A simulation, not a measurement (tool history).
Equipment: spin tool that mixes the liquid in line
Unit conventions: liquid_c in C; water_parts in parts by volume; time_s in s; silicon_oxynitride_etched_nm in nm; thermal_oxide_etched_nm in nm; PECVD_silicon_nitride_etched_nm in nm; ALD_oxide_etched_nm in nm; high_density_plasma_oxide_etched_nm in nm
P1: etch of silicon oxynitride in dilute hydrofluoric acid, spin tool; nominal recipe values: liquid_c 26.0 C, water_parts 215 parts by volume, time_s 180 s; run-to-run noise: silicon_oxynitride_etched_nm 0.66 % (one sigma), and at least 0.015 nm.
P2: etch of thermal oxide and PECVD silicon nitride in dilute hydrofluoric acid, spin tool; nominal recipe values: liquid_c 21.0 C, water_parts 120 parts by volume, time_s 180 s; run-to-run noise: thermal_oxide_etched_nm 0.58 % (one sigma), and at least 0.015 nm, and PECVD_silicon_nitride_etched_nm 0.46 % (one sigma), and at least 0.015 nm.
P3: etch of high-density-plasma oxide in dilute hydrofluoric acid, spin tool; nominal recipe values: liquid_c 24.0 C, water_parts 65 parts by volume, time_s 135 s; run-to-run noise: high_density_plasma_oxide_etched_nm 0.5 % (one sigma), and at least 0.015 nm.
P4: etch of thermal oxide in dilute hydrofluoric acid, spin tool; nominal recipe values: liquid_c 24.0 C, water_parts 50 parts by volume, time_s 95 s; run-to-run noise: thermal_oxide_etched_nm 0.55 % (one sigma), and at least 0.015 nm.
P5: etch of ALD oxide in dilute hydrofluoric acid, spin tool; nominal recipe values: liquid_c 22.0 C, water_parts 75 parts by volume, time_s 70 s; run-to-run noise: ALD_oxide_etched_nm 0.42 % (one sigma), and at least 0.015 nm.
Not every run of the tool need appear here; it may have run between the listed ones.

run,hour,process,liquid_c,water_parts,time_s,silicon_oxynitride_etched_nm,thermal_oxide_etched_nm,PECVD_silicon_nitride_etched_nm,ALD_oxide_etched_nm,high_density_plasma_oxide_etched_nm
1,5.0,P1,26.0,215,180,4.25180,,,,
2,11.3,P4,28.0,50,95,,10.8650,,,
3,17.0,P2,27.5,120,180,,7.6641,6.5742,,
4,23.8,P5,22.0,75,15,,,,2.8321,
5,27.8,P5,27.5,75,70,,,,16.1830,
6,33.6,P3,24.0,65,135,,,,,11.366
7,39.6,P3,19.5,65,135,,,,,9.463
8,44.2,P4,24.0,50,95,,9.1554,,,
9,50.8,P1,26.0,215,15,0.35556,,,,
10,57.9,P2,21.0,75,180,,9.9126,6.8362,,
11,62.1,P5,22.0,75,70,,,,12.9510,
12,66.4,P1,33.5,75,180,19.37800,,,,
13,71.8,P3,24.0,65,200,,,,,16.930
14,76.7,P2,21.0,120,180,,5.9425,4.3306,,
15,81.8,P1,26.0,320,180,2.65190,,,,
16,87.6,P1,26.0,215,300,7.10680,,,,
17,95.1,P1,26.0,215,180,4.16660,,,,
18,102.4,P1,26.0,215,180,4.26940,,,,
19,108.1,P5,22.0,20,70,,,,52.1760,
20,112.9,P4,24.0,50,175,,17.1450,,,
21,120.6,P1,26.0,215,180,4.25110,,,,
22,128.1,P1,19.5,215,180,3.19940,,,,
23,134.5,P3,24.0,20,135,,,,,39.480
24,140.9,P1,26.0,105,180,9.57990,,,,
25,147.4,P2,21.0,120,285,,9.3776,6.8381,,
26,153.2,P1,20.0,215,290,5.19020,,,,
27,159.5,P2,21.0,120,180,,5.8912,4.3198,,
28,168.0,P4,24.0,20,95,,24.2870,,,
29,172.8,P1,26.0,215,180,4.20550,,,,
30,177.3,P1,32.0,215,180,5.45580,,,,
31,181.0,P1,26.0,215,180,4.26000,,,,

The next listed run, before its measurement:
32,187.9,P1,26.0,215,180,?,,,,

{"run 32": {"silicon_oxynitride_etched_nm": 4.0454}}
